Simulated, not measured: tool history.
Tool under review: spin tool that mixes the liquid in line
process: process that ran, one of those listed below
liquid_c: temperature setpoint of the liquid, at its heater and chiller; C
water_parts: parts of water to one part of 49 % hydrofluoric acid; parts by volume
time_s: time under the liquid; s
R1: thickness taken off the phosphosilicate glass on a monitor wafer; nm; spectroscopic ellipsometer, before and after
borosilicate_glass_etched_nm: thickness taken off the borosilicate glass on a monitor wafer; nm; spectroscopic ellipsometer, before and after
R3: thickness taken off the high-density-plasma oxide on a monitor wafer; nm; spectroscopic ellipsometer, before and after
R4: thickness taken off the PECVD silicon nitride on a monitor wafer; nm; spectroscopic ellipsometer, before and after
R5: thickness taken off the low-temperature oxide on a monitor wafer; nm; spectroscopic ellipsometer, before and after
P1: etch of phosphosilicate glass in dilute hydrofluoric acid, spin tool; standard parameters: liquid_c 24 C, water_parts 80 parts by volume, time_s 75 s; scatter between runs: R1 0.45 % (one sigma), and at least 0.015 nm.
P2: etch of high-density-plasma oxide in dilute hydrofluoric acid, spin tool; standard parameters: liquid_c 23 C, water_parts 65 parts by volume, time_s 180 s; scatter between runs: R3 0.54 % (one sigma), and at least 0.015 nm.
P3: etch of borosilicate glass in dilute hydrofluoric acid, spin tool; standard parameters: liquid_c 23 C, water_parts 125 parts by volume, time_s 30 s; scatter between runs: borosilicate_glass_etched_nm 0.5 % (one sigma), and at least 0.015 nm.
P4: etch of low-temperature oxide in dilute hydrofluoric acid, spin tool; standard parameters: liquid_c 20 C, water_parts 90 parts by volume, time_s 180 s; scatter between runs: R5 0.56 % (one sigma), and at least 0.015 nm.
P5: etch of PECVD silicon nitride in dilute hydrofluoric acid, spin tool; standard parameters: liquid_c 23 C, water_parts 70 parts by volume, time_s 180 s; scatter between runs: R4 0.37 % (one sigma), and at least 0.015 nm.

run 1 hour=7.7 | process=P1 liquid_c=24 water_parts=80 time_s=75 | R1=57.418
run 2 hour=21.1 | process=P3 liquid_c=23 water_parts=125 time_s=15 | borosilicate_glass_etched_nm=2.9511
run 3 hour=34.6 | process=P1 liquid_c=24 water_parts=80 time_s=35 | R1=27.003
run 4 hour=46.5 | process=P1 liquid_c=24 water_parts=80 time_s=75 | R1=57.453
run 5 hour=59.4 | process=P3 liquid_c=19 water_parts=125 time_s=30 | borosilicate_glass_etched_nm=5.0342
run 6 hour=68.3 | process=P2 liquid_c=23 water_parts=20 time_s=180 | R3=63.385
run 7 hour=80.5 | process=P3 liquid_c=23 water_parts=125 time_s=30 | borosilicate_glass_etched_nm=5.9281
run 8 hour=89.6 | process=P1 liquid_c=24 water_parts=80 time_s=75 | R1=57.192
run 9 hour=100.2 | process=P5 liquid_c=23 water_parts=115 time_s=180 | R4=3.5419
run 10 hour=111.3 | process=P4 liquid_c=20 water_parts=90 time_s=180 | R5=30.5440
run 11 hour=122.2 | process=P1 liquid_c=17 water_parts=135 time_s=75 | R1=23.992
run 12 hour=134.9 | process=P5 liquid_c=17 water_parts=70 time_s=180 | R4=3.8226
run 13 hour=141.0 | process=P5 liquid_c=23 water_parts=70 time_s=100 | R4=3.2146
run 14 hour=150.0 | process=P4 liquid_c=20 water_parts=90 time_s=15 | R5=2.4974
run 15 hour=158.1 | process=P4 liquid_c=17 water_parts=90 time_s=180 | R5=27.0370
run 16 hour=167.2 | process=P1 liquid_c=24 water_parts=80 time_s=75 | R1=57.355
run 17 hour=179.1 | process=P4 liquid_c=20 water_parts=165 time_s=180 | R5=15.3890
run 18 hour=187.6 | process=P5 liquid_c=23 water_parts=70 time_s=180 | R4=5.7690
run 19 hour=199.7 | process=P1 liquid_c=24 water_parts=80 time_s=75 | R1=57.226
run 20 hour=210.1 | process=P2 liquid_c=23 water_parts=65 time_s=180 | R3=18.337
run 21 hour=220.0 | process=P1 liquid_c=17 water_parts=80 time_s=75 | R1=42.717
run 22 hour=228.6 | process=P3 liquid_c=23 water_parts=215 time_s=30 | borosilicate_glass_etched_nm=3.0998
run 23 hour=236.1 | process=P1 liquid_c=28 water_parts=80 time_s=75 | R1=67.221
run 24 hour=248.1 | process=P2 liquid_c=28 water_parts=65 time_s=180 | R3=22.432
run 25 hour=259.6 | process=P1 liquid_c=24 water_parts=40 time_s=75 | R1=120.530
run 26 hour=272.5 | process=P1 liquid_c=24 water_parts=80 time_s=75 | R1=57.154
run 27 hour=278.9 | process=P2 liquid_c=23 water_parts=65 time_s=270 | R3=27.440
run 28 hour=285.7 | process=P1 liquid_c=24 water_parts=20 time_s=120 | R1=394.470
run 29 hour=293.8 | process=P1 liquid_c=24 water_parts=80 time_s=125 | R1=95.353
run 30 hour=307.2 | process=P1 liquid_c=24 water_parts=135 time_s=75 | R1=31.867
run 31 hour=313.7 | process=P1 liquid_c=24 water_parts=80 time_s=75 | R1=57.252
run 32 hour=321.4 | process=P1 liquid_c=24 water_parts=80 time_s=75 | R1=57.111
run 33 hour=334.9 | process=P1 liquid_c=24 water_parts=80 time_s=75 | R1=54.985
run 34 hour=346.0 | process=P1 liquid_c=24 water_parts=80 time_s=75 | R1=54.413
run 35 hour=356.1 | process=P1 liquid_c=24 water_parts=80 time_s=75 | R1=54.168
run 36 hour=369.1 | process=P1 liquid_c=24 water_parts=80 time_s=75 | R1=54.305
run 37 hour=375.3 | process=P1 liquid_c=24 water_parts=80 time_s=75 | R1=54.450
run 38 hour=381.4 | process=P1 liquid_c=24 water_parts=80 time_s=75 | R1=53.776

What P1 gives has crept away from where it was. These 2 causes fit the log equally well, each at the size given:
A: hydrofluoric acid flow below the setpoint (%) = 5.28
B: liquid colder than its thermometer reads (K) = 1.48
Onset of the creep was near hour 321.4.

4 check runs are offered, one wafer each, their results left as question marks. Which one tells the causes apart?
run check 1 hour=387.5 | process=P4 liquid_c=20 water_parts=90 time_s=180 | R5=?
run check 2 hour=387.5 | process=P3 liquid_c=23 water_parts=125 time_s=30 | borosilicate_glass_etched_nm=?
run check 3 hour=387.5 | process=P5 liquid_c=23 water_parts=70 time_s=180 | R4=?
run check 4 hour=387.5 | process=P2 liquid_c=23 water_parts=65 time_s=180 | R3=?

Predicted outcomes, by check and by cause:
check=check_1 result=R5 if_A=28.7480 if_B=28.7010
check=check_2 result=borosilicate_glass_etched_nm if_A=5.5545 if_B=5.5752
check=check_3 result=R4 if_A=5.4768 if_B=5.2255
check=check_4 result=R3 if_A=17.341 if_B=17.302
Distance between the nearest two causes, measured in the result of the check that separates them most: check 1 0.16 %; check 2 0.37 %; check 3 4.7 %; check 4 0.23 %
The causes can be told apart only by check 3. The other checks would give nearly the same results under each of them.

Check 3 was carried out, with these results: R4 5.4176 nm. Which of the listed causes is responsible?

The cause is A: hydrofluoric acid flow below the setpoint (%).
